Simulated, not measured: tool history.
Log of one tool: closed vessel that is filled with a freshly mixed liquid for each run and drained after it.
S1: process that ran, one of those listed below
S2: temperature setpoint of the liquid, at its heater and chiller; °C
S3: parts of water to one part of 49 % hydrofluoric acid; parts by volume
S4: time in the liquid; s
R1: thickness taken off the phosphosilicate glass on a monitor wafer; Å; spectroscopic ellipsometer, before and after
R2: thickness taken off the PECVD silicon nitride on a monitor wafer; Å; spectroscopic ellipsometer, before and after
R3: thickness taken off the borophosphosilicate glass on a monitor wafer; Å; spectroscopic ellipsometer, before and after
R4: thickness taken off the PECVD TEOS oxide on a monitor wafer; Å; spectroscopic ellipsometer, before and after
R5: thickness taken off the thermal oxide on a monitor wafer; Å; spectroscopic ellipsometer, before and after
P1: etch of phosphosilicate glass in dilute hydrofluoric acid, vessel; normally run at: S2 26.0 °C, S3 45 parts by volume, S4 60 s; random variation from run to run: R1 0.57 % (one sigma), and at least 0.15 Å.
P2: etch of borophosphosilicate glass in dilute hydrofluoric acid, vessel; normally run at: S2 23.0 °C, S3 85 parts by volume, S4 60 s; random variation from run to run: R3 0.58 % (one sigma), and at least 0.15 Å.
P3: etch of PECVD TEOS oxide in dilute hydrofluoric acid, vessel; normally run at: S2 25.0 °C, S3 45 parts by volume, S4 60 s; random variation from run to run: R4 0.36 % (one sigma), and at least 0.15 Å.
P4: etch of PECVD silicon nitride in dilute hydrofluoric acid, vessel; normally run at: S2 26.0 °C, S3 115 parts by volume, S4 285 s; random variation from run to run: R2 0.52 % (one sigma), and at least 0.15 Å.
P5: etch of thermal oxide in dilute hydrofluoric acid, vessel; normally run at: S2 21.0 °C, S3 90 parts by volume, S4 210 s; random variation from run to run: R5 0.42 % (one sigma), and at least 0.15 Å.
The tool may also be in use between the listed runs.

| run | hour | S1 | S2 | S3 | S4 | R1 | R2 | R3 | R4 | R5 |
|---|---|---|---|---|---|---|---|---|---|---|
| 1 | 10.7 | P1 | 26.0 | 45 | 60 | 1220.90 |  |  |  |  |
| 2 | 22.9 | P4 | 26.0 | 115 | 285 |  | 160.08 |  |  |  |
| 3 | 34.9 | P1 | 26.0 | 45 | 85 | 1704.70 |  |  |  |  |
| 4 | 42.2 | P2 | 23.0 | 85 | 115 |  |  | 418.70 |  |  |
| 5 | 53.5 | P4 | 26.0 | 115 | 430 |  | 241.19 |  |  |  |
| 6 | 62.8 | P1 | 26.0 | 65 | 60 | 816.61 |  |  |  |  |
| 7 | 69.7 | P2 | 23.0 | 85 | 60 |  |  | 221.33 |  |  |
| 8 | 77.9 | P1 | 26.0 | 45 | 60 | 1204.70 |  |  |  |  |
| 9 | 88.4 | P1 | 19.0 | 45 | 60 | 900.19 |  |  |  |  |
| 10 | 95.7 | P1 | 26.0 | 45 | 60 | 1199.20 |  |  |  |  |
| 11 | 103.6 | P3 | 25.0 | 45 | 60 |  |  |  | 236.18 |  |
| 12 | 111.1 | P5 | 17.0 | 90 | 210 |  |  |  |  | 84.210 |
| 13 | 121.4 | P1 | 26.0 | 45 | 60 | 1210.60 |  |  |  |  |
| 14 | 133.8 | P5 | 21.0 | 90 | 210 |  |  |  |  | 99.968 |
| 15 | 143.8 | P5 | 21.0 | 135 | 210 |  |  |  |  | 63.588 |
| 16 | 156.5 | P1 | 26.0 | 20 | 60 | 2817.30 |  |  |  |  |
| 17 | 169.2 | P2 | 23.0 | 35 | 60 |  |  | 562.80 |  |  |
| 18 | 177.7 | P4 | 26.0 | 20 | 285 |  | 884.27 |  |  |  |
| 19 | 183.4 | P1 | 26.0 | 45 | 60 | 1202.00 |  |  |  |  |
| 20 | 191.1 | P3 | 25.0 | 45 | 100 |  |  |  | 396.27 |  |
| 21 | 202.7 | P1 | 33.0 | 45 | 60 | 1585.30 |  |  |  |  |
| 22 | 213.4 | P1 | 26.0 | 45 | 60 | 1210.70 |  |  |  |  |
| 23 | 225.5 | P5 | 21.0 | 90 | 210 |  |  |  |  | 100.280 |
|  | 227.0 | thermometer replaced |
| 24 | 233.4 | P1 | 26.0 | 45 | 60 | 1212.90 |  |  |  |  |
| 25 | 242.9 | P2 | 17.0 | 85 | 60 |  |  | 170.71 |  |  |
| 26 | 250.3 | P3 | 25.0 | 20 | 60 |  |  |  | 553.31 |  |
| 27 | 256.8 | P1 | 26.0 | 45 | 35 | 699.97 |  |  |  |  |
| 28 | 262.5 | P3 | 25.0 | 45 | 60 |  |  |  | 237.48 |  |
| 29 | 272.6 | P5 | 21.0 | 90 | 65 |  |  |  |  | 30.912 |
| 30 | 281.7 | P1 | 22.5 | 70 | 60 | 647.82 |  |  |  |  |
| 31 | 292.6 | P2 | 23.0 | 85 | 60 |  |  | 218.90 |  |  |
| 32 | 300.7 | P3 | 29.0 | 45 | 60 |  |  |  | 278.73 |  |
| 33 | 310.1 | P4 | 26.0 | 115 | 285 |  | 163.00 |  |  |  |
| 34 | 319.6 | P4 | 21.5 | 115 | 285 |  | 120.71 |  |  |  |
| 35 | 327.0 | P1 | 26.0 | 45 | 60 | 1204.20 |  |  |  |  |
| 36 | 336.3 | P1 | 26.0 | 45 | 60 | 1262.50 |  |  |  |  |
| 37 | 343.3 | P1 | 26.0 | 45 | 60 | 1267.70 |  |  |  |  |
| 38 | 352.7 | P1 | 26.0 | 45 | 60 | 1302.50 |  |  |  |  |
| 39 | 358.7 | P1 | 26.0 | 45 | 60 | 1314.20 |  |  |  |  |
| 40 | 368.7 | P1 | 26.0 | 45 | 60 | 1321.10 |  |  |  |  |
| 41 | 380.2 | P1 | 26.0 | 45 | 60 | 1302.60 |  |  |  |  |
| 42 | 388.1 | P1 | 26.0 | 45 | 60 | 1327.80 |  |  |  |  |

What P1 gives has crept away from where it was. These 2 causes fit the log equally well, each at the size given:
A: hydrofluoric acid flow above the setpoint (%) = 8.71
B: liquid hotter than its thermometer reads (K) = 2.2
The creep began at about hour 327.0.

4 check runs are offered, one wafer each, their results left as question marks. Which one tells the causes apart?
| check 1 | 396.0 | P2 | 23.0 | 85 | 60 |  |  | ? |  |  |
| check 2 | 396.0 | P5 | 21.0 | 90 | 210 |  |  |  |  | ? |
| check 3 | 396.0 | P4 | 26.0 | 115 | 285 |  | ? |  |  |  |
| check 4 | 396.0 | P3 | 25.0 | 45 | 60 |  |  |  | ? |  |

What each check would give under each cause:
| check | result | if A | if B |
|---|---|---|---|
| check 1 | R3 | 239.40 | 238.48 |
| check 2 | R5 | 110.100 | 109.810 |
| check 3 | R2 | 175.58 | 185.95 |
| check 4 | R4 | 259.22 | 259.44 |
How far apart the two closest causes lie, in the result that separates them most: check 1 0.39 %; check 2 0.26 %; check 3 5.74 %; check 4 0.09 %
Check 3 tells the causes apart: in the others they would give nearly the same result.

Then check 3 was run and gave: R2 186.11 Å. Which cause is it?

It is B: liquid hotter than its thermometer reads (K).

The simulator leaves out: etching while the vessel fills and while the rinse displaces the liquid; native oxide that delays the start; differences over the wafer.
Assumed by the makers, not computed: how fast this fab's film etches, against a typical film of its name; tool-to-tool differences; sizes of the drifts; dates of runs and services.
